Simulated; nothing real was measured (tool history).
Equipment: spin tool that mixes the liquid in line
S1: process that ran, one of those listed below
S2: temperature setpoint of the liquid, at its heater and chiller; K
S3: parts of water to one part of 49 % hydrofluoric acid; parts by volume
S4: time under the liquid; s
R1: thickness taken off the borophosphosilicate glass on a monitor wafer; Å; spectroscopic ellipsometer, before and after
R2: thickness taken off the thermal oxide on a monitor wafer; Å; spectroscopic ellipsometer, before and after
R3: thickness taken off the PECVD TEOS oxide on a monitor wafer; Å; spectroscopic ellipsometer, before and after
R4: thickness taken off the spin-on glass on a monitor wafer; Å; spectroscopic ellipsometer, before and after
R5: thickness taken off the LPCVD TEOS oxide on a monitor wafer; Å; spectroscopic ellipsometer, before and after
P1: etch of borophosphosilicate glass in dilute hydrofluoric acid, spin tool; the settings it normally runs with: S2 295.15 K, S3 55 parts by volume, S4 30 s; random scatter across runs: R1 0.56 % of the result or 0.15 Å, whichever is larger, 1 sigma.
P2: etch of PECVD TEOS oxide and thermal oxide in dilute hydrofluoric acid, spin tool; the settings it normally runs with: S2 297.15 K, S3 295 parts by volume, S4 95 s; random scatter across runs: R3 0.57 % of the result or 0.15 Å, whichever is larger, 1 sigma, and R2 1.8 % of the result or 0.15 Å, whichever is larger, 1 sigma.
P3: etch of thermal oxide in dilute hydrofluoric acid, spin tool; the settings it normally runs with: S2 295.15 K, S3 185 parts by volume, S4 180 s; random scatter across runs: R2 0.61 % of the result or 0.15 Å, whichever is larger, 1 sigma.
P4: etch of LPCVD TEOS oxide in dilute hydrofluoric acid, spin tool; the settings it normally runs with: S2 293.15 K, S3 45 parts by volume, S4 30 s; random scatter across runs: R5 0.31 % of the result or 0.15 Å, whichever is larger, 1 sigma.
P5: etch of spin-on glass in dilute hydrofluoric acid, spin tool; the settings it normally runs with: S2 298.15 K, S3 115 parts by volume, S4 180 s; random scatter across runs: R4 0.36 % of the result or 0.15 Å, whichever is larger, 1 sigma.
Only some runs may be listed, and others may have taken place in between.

run     day  S1      S2   S3   S4      R1        R2      R3       R4       R5
  1   0.388  P1  295.15   55   30  232.96
  2   0.712  P3  290.15  185  180           31.7060
  3   1.192  P1  295.15   55   15  116.21
  4   1.488  P1  295.15   55   30  234.30
  5   1.979  P1  295.15   90   30  137.67
  6   2.538  P2  297.15  295   95           13.5060  72.891
  7   2.962  P5  298.15  115  180                             451.60
  8   3.517  P1  295.15   55   30  233.46
  9   4.000  P1  303.15   20   30  942.42
 10   4.321  P4  293.15   45   15                                      64.605
 11   4.762  P3  295.15  185  180           38.9490
 12   5.100  P1  295.15   55   30  234.03
 13   5.696  P1  295.15   55   30  234.35
 14   6.254  P1  299.65   95   30  153.71
 15   6.729  P1  302.65   55   30  317.32
 16   7.029  P2  305.15  295   95           16.9940  94.480
 17   7.412  P1  302.65   55   60  630.96
 18   7.758  P2  297.15  295   95           13.0660  73.658
 19   8.083  P5  298.15   45  180                            1267.70
 20   8.467  P5  304.65  115  180                             578.61
 21   8.942  P5  298.15  115  180                             453.69
 22   9.575  P1  290.15   55   30  188.54
 23   9.988  P2  297.15  535   95            5.7795  32.547
 24  10.521  P1  295.15   55   60  470.48
     10.588  -- hydrofluoric acid flow meter replaced
 25  11.104  P4  293.15   45   30                                     129.530
 26  11.725  P3  295.15   80  180          101.3500
 27  12.175  P4  297.15   45   30                                     153.490
 28  12.842  P2  297.15  295   30            3.8125  23.206
 29  13.242  P5  298.15  115  345                             868.70
 30  13.817  P1  295.15   30   30  445.62
 31  14.104  P4  293.15   20   30                                     300.310
 32  14.467  P3  295.15  185   35            7.6904
 33  14.846  P1  295.15   55   30  235.36
 34  15.225  P1  295.15   55   30  235.06

What does the tool deliver on the next run?
 35  15.575  P1  295.15  55  30   ?

{"run 35": {"R1": 235.82}}
